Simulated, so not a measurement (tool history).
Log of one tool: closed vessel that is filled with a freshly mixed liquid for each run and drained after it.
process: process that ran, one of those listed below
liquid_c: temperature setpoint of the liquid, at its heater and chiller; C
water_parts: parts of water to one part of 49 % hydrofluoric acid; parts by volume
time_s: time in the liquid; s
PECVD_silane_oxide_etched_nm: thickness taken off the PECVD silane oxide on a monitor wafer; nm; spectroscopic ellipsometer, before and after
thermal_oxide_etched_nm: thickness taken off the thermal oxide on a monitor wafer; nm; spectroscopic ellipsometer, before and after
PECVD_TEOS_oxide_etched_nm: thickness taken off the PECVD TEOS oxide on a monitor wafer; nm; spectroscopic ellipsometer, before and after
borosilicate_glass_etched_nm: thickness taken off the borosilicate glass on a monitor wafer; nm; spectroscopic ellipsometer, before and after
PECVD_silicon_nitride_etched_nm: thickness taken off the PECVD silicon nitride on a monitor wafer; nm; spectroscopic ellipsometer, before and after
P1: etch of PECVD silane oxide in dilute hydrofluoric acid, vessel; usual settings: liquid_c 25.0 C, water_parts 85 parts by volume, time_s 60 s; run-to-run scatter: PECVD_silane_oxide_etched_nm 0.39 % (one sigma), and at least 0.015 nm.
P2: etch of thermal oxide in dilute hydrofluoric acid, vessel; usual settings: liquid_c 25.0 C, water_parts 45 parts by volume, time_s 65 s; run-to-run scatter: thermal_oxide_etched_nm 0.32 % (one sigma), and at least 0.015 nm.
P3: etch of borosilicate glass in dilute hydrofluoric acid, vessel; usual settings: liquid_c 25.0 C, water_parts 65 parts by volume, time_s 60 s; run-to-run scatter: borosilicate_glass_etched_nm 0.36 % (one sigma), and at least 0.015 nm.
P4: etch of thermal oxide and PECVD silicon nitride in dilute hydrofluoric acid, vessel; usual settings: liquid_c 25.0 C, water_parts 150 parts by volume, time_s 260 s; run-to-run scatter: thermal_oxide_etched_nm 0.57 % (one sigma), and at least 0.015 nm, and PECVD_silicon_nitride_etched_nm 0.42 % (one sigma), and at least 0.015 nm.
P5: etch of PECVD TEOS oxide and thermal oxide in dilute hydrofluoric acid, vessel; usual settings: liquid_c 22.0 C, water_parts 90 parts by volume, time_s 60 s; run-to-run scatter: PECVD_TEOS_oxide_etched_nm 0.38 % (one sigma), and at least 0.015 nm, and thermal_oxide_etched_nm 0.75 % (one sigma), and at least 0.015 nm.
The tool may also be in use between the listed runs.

run,hour,process,liquid_c,water_parts,time_s,hours since the thermometer was replaced,hours since the hydrofluoric acid flow meter was replaced,PECVD_silane_oxide_etched_nm,thermal_oxide_etched_nm,PECVD_TEOS_oxide_etched_nm,borosilicate_glass_etched_nm,PECVD_silicon_nitride_etched_nm
1,10.9,P1,25.0,85,60,1146.0,699.9,16.1980,,,,
2,24.7,P1,25.0,85,60,1159.8,713.7,16.2200,,,,
3,32.9,P1,25.0,50,60,1168.0,721.9,29.0880,,,,
4,44.8,P1,17.0,120,60,1179.9,733.8,7.9468,,,,
5,53.3,P2,25.0,75,65,1188.4,742.3,,4.3813,,,
6,60.7,P5,22.0,90,60,1195.8,749.7,,2.9596,15.512,,
7,72.2,P2,29.0,45,65,1207.3,761.2,,8.9361,,,
8,80.7,P1,25.0,130,60,1215.8,769.7,9.9793,,,,
9,90.0,P3,17.5,65,60,1225.1,779.0,,,,24.604,
# hour 95.4: hydrofluoric acid flow meter replaced
10,98.5,P5,17.0,90,60,1233.6,3.1,,2.3733,12.733,,
11,111.0,P3,25.0,65,60,1246.1,15.6,,,,34.273,
12,122.2,P1,25.0,85,110,1257.3,26.8,29.8900,,,,
13,132.3,P1,30.5,85,100,1267.4,36.9,33.6280,,,,
14,141.9,P4,25.0,150,140,1277.0,46.5,,4.1821,,,3.7057
15,155.6,P1,25.0,85,60,1290.7,60.2,16.2810,,,,
16,169.1,P1,25.0,85,60,1304.2,73.7,16.2990,,,,
17,180.9,P1,25.0,85,60,1316.0,85.5,16.2630,,,,
18,193.1,P1,19.0,85,60,1328.2,97.7,12.7890,,,,
19,201.9,P3,25.0,65,30,1337.0,106.5,,,,17.030,
20,213.6,P4,25.0,230,260,1348.7,118.2,,4.6715,,,4.4669
21,221.5,P1,33.0,85,60,1356.6,126.1,22.1150,,,,
22,227.8,P4,25.0,150,260,1362.9,132.4,,7.8758,,,6.8610
23,237.8,P2,25.0,45,65,1372.9,142.4,,7.5938,,,
24,247.7,P5,22.0,55,60,1382.8,152.3,,4.9450,26.522,,
25,261.6,P3,25.0,65,60,1396.7,166.2,,,,33.973,
26,274.2,P2,25.0,45,100,1409.3,178.8,,11.7260,,,
27,282.0,P3,25.0,95,60,1417.1,186.6,,,,22.289,
28,290.5,P1,25.0,85,30,1425.6,195.1,8.1326,,,,
29,303.0,P4,19.0,150,260,1438.1,207.6,,6.1758,,,4.6523
30,313.6,P1,25.0,85,60,1448.7,218.2,16.3570,,,,
31,321.2,P5,22.0,90,95,1456.3,225.8,,4.6335,24.770,,
32,332.2,P1,25.0,85,60,1467.3,236.8,16.3990,,,,
33,344.0,P1,25.0,85,60,1479.1,248.6,16.0300,,,,
34,351.5,P1,25.0,85,60,1486.6,256.1,15.7560,,,,
35,362.6,P1,25.0,85,60,1497.7,267.2,15.6180,,,,
36,371.0,P1,25.0,85,60,1506.1,275.6,15.6070,,,,
37,377.1,P1,25.0,85,60,1512.2,281.7,15.5070,,,,
38,384.1,P1,25.0,85,60,1519.2,288.7,15.4500,,,,
39,397.4,P1,25.0,85,60,1532.5,302.0,15.5170,,,,
40,409.4,P1,25.0,85,60,1544.5,314.0,15.3370,,,,
41,418.4,P1,25.0,85,60,1553.5,323.0,15.2560,,,,

The next listed run, before its measurement:
42,429.8,P1,25.0,85,60,1564.9,334.4,?,,,,

{"run 42": {"PECVD_silane_oxide_etched_nm": 15.244}}

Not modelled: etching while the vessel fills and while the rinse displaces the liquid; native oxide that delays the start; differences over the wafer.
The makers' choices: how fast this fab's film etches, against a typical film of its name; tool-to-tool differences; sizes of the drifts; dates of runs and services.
